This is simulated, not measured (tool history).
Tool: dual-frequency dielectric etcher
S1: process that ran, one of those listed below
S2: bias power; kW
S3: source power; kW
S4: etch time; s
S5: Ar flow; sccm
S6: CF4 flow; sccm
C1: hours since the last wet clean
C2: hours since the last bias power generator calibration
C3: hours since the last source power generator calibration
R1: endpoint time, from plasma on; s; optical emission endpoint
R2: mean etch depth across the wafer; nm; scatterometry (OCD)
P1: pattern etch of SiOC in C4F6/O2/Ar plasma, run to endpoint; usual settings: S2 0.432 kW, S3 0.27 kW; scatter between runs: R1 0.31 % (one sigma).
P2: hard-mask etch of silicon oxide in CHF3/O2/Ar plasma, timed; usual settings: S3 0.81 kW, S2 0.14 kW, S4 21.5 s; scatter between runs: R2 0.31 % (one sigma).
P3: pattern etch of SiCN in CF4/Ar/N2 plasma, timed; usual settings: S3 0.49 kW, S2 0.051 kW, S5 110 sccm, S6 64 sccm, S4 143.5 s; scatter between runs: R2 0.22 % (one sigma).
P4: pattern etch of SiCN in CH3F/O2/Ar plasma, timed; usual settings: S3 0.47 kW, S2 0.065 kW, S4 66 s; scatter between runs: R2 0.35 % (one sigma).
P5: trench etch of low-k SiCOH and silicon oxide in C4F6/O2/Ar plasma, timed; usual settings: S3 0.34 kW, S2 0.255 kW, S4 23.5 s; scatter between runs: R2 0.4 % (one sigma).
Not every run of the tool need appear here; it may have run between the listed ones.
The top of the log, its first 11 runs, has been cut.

run     day  S1     S2    S3     S4   S5  S6     C1      C2      C3      R1      R2
 12   6.283  P3  0.051  0.49  143.5  110  64   92.5  2436.2   950.2             115
 13   6.829  P3  0.051  0.49     91  110  64  105.6  2449.3   963.3          73.019
 14   7.462  P1   0.57  0.27                  120.8  2464.5   978.5  17.946
 15   8.062  P1  0.432  0.27                  135.2  2478.9   992.9  20.083
 16   8.717  P4   0.04  0.47     66           150.9  2494.6  1008.6          22.266
 17   9.442  P1  0.432  0.27                  168.3    2512    1026  20.027
 18  10.175  P4  0.065  0.47   88.5           185.9  2529.6  1043.6          34.919
 19  10.904  P5  0.255  0.34   31.5           203.4  2547.1  1061.1             109
 20  11.308  P1  0.432  0.37                  213.1  2556.8  1070.8  17.737
 21  11.721  P2  0.184  0.81   21.5             223  2566.7  1080.7          48.859
 22  12.342  P3   0.03  0.49  143.5  110  64  237.9  2581.6  1095.6          98.159
 23  12.692  P5  0.255  0.34   23.5           246.3    2590    1104           81.41

Run 24, settings as shown, results not yet in. Your forecast:
 24  13.062  P1  0.432  0.27              255.2  2598.9  1112.9   ?

{"run 24": {"R1": 19.977}}
